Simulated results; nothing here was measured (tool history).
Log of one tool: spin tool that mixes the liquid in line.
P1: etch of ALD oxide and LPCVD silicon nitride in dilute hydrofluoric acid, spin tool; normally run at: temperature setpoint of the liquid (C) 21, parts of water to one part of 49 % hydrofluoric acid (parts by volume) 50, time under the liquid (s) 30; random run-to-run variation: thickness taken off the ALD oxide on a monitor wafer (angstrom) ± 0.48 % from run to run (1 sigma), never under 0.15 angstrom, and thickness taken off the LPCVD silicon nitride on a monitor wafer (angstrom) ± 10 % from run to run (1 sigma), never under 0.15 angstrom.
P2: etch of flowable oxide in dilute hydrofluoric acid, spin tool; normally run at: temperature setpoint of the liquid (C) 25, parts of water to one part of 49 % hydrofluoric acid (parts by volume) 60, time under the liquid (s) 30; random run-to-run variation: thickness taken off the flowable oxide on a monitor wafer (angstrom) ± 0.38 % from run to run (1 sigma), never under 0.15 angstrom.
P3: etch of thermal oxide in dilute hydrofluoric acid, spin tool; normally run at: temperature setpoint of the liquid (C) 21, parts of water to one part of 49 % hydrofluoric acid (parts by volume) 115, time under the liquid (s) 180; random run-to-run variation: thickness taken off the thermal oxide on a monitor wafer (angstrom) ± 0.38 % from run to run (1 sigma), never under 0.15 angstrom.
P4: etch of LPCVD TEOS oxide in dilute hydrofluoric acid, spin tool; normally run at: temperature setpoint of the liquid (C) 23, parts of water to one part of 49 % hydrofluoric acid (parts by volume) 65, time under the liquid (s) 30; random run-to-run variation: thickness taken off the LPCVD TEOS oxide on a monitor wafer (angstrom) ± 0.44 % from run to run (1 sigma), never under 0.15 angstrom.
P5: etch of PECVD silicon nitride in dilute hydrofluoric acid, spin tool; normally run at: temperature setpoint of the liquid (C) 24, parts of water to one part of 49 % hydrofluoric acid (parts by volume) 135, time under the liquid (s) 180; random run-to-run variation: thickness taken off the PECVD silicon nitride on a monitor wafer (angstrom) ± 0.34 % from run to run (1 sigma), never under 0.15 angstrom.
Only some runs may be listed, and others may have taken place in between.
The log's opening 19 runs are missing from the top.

run    day  process that ran  temperature setpoint of the liquid (C)  parts of water to one part of 49 % hydrofluoric acid (parts by volume)  time under the liquid (s)  thickness taken off the ALD oxide on a monitor wafer (angstrom)  thickness taken off the LPCVD silicon nitride on a monitor wafer (angstrom)  thickness taken off the LPCVD TEOS oxide on a monitor wafer (angstrom)  thickness taken off the PECVD silicon nitride on a monitor wafer (angstrom)  thickness taken off the flowable oxide on a monitor wafer (angstrom)  thickness taken off the thermal oxide on a monitor wafer (angstrom)
 20  6.483                P5                                      29                                                                     135                        180                                                                                                                                                                                                                                                                                             99.913
 21  6.733                P4                                      29                                                                      65                         30                                                                                                                                                                                                                204.76
 22  7.062                P5                                      24                                                                     135                        340                                                                                                                                                                                                                                                                                             137.48
 23  7.462                P4                                      23                                                                      65                         55                                                                                                                                                                                                                295.88
 24  7.879                P1                                      21                                                                      50                         30                                                              107                                                                       2.4811
 25  8.304                P1                                      29                                                                      50                         30                                                              148                                                                       4.5199
 26  8.608                P1                                      21                                                                      50                         30                                                           107.21                                                                       2.9003
 27  8.846                P3                                      17                                                                     115                        180                                                                                                                                                                                                                                                                                                                                                                                                                                        51.759
 28  9.125                P1                                      21                                                                      50                         30                                                           106.87                                                                       2.8519
 29  9.388                P1                                      21                                                                      50                         30                                                           106.82                                                                       2.1527
 30  9.633                P1                                      21                                                                      50                         30                                                           109.12                                                                       1.9731
 31  9.933                P1                                      21                                                                      50                         30                                                           111.51                                                                       2.0845

Run 32, settings as shown, results not yet in. Your forecast:
 32  10.254                P1                                      21                                                                      50                         30                                                                ?                                                                            ?

thickness taken off the ALD oxide on a monitor wafer (angstrom): 111.94
thickness taken off the LPCVD silicon nitride on a monitor wafer (angstrom): 2.8338
